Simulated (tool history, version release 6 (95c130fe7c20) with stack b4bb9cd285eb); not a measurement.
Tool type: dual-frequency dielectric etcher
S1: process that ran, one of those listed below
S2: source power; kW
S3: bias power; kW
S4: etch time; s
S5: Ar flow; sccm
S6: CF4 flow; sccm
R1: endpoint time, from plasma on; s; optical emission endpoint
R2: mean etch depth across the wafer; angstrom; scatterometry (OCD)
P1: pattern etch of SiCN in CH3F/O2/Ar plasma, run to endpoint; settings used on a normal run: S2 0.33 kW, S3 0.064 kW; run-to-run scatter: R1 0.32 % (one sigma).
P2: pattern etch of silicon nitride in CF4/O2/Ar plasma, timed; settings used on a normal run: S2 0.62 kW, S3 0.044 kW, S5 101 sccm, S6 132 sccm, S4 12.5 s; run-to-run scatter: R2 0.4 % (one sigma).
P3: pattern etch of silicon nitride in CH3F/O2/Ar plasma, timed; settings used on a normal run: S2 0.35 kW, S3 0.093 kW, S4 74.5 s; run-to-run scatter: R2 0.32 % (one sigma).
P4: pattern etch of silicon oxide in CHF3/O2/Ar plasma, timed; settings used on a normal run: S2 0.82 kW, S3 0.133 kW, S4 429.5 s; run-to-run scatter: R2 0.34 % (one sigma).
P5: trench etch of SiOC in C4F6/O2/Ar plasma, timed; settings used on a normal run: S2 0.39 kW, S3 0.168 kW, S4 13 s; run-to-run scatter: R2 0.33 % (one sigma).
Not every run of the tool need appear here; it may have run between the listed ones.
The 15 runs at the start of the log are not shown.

Run 16, hour 51.8: S1 P4, S2 0.99 kW, S3 0.133 kW, S4 429.5 s. Result: R2 9266.9 angstrom.
Run 17, hour 55.8: S1 P5, S2 0.39 kW, S3 0.168 kW, S4 19 s. Result: R2 367.65 angstrom.
Run 18, hour 59.8: S1 P1, S2 0.26 kW, S3 0.074 kW. Result: R1 25.902 s.
Run 19, hour 63.5: S1 P5, S2 0.29 kW, S3 0.168 kW, S4 13 s. Result: R2 224.38 angstrom.
Run 20, hour 66.2: S1 P2, S2 0.62 kW, S3 0.054 kW, S4 12.5 s, S5 101 sccm, S6 132 sccm. Result: R2 311.74 angstrom.
Run 21, hour 70: S1 P1, S2 0.33 kW, S3 0.086 kW. Result: R1 22.411 s.
Run 22, hour 72.4: S1 P3, S2 0.35 kW, S3 0.069 kW, S4 74.5 s. Result: R2 494.17 angstrom.
Run 23, hour 75.8: S1 P1, S2 0.26 kW, S3 0.064 kW. Result: R1 27.364 s.
Run 24, hour 79.7: S1 P1, S2 0.33 kW, S3 0.045 kW. Result: R1 27.985 s.
Run 25, hour 82.7: S1 P2, S2 0.36 kW, S3 0.044 kW, S4 12.5 s, S5 101 sccm, S6 132 sccm. Result: R2 180.44 angstrom.
Run 26, hour 85.5: S1 P1, S2 0.43 kW, S3 0.064 kW. Result: R1 22.568 s.
Run 27, hour 88.2: S1 P2, S2 0.62 kW, S3 0.044 kW, S4 12.5 s, S5 101 sccm, S6 132 sccm. Result: R2 291.69 angstrom.
Run 28, hour 91.6: S1 P3, S2 0.35 kW, S3 0.093 kW, S4 74.5 s. Result: R2 549.72 angstrom.
Run 29, hour 94.4: S1 P5, S2 0.39 kW, S3 0.214 kW, S4 13 s. Result: R2 272.3 angstrom.
Run 30, hour 98.2: S1 P4, S2 0.82 kW, S3 0.133 kW, S4 263.5 s. Result: R2 5255.1 angstrom.
Run 31, hour 100.6: S1 P1, S2 0.33 kW, S3 0.064 kW. Result: R1 24.812 s.
Run 32, hour 103.4: S1 P1, S2 0.33 kW, S3 0.064 kW. Result: R1 24.775 s.

Run 33 has not been measured yet. What should we expect?
Run 33, hour 107.8: S1 P1, S2 0.33 kW, S3 0.064 kW. Result: R1 ?.

R1: 24.518 s

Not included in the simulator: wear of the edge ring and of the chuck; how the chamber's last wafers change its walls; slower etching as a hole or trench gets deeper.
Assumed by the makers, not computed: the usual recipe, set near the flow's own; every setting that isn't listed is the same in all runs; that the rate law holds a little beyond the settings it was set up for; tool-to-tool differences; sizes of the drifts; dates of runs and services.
